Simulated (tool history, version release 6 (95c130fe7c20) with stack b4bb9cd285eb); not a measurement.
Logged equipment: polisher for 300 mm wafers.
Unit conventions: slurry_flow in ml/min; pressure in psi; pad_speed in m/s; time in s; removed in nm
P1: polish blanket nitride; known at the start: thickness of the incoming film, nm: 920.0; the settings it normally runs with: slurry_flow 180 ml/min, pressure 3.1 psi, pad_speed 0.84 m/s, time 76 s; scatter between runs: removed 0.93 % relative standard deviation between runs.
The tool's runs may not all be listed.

run    day  slurry_flow  pressure  pad_speed  time  wafers polished on this pad  hours since the slurry nozzle was cleaned  hours since the head pressure was calibrated  removed
  1  0.438          180       3.1       0.84    76                          700                                      228.7                                         295.1  121.100
  2  0.862          180       3.1       0.84    35                          809                                      238.9                                         305.3   55.052
  3  1.150          180       3.1       0.84    76                          882                                      245.8                                         312.2  121.400
  4  1.388          110       3.1       0.84    76                          943                                      251.5                                         317.9  111.390
  5  1.742          265       3.1       0.84    76                         1034                                      260.0                                         326.4  127.290
  6  2.162          180       3.1       0.38    76                         1142                                      270.1                                         336.5   64.491
  7  2.633          180       3.1       0.84    76                         1262                                      281.4                                         347.8  120.180
  8  2.908          180       4.0       0.84   104                         1333                                      288.0                                         354.4  213.140
  9  3.121          180       3.1       0.84    76                         1387                                      293.1                                         359.5  120.340
 10  3.354          180       1.9       0.84    76                         1447                                      298.7                                         365.1   75.434
 11  3.738          180       3.1       0.84    76                         1545                                      307.9                                         374.3  119.660
 12  3.958          180       4.9       0.84    76                         1602                                      313.2                                         379.6  191.950
 13  4.333          180       3.1       1.28    76                         1698                                      322.2                                         388.6  169.820
 14  4.542          180       3.1       0.84    76                         1751                                      327.2                                         393.6  122.530
 15  4.838          180       3.1       0.84    96                         1827                                      334.3                                         400.7  154.360

Forecast run 16:
 16  5.162          180       3.1       0.84    76                         1910                                      342.1                                         408.5        ?

{"run 16": {"removed": 123.04}}
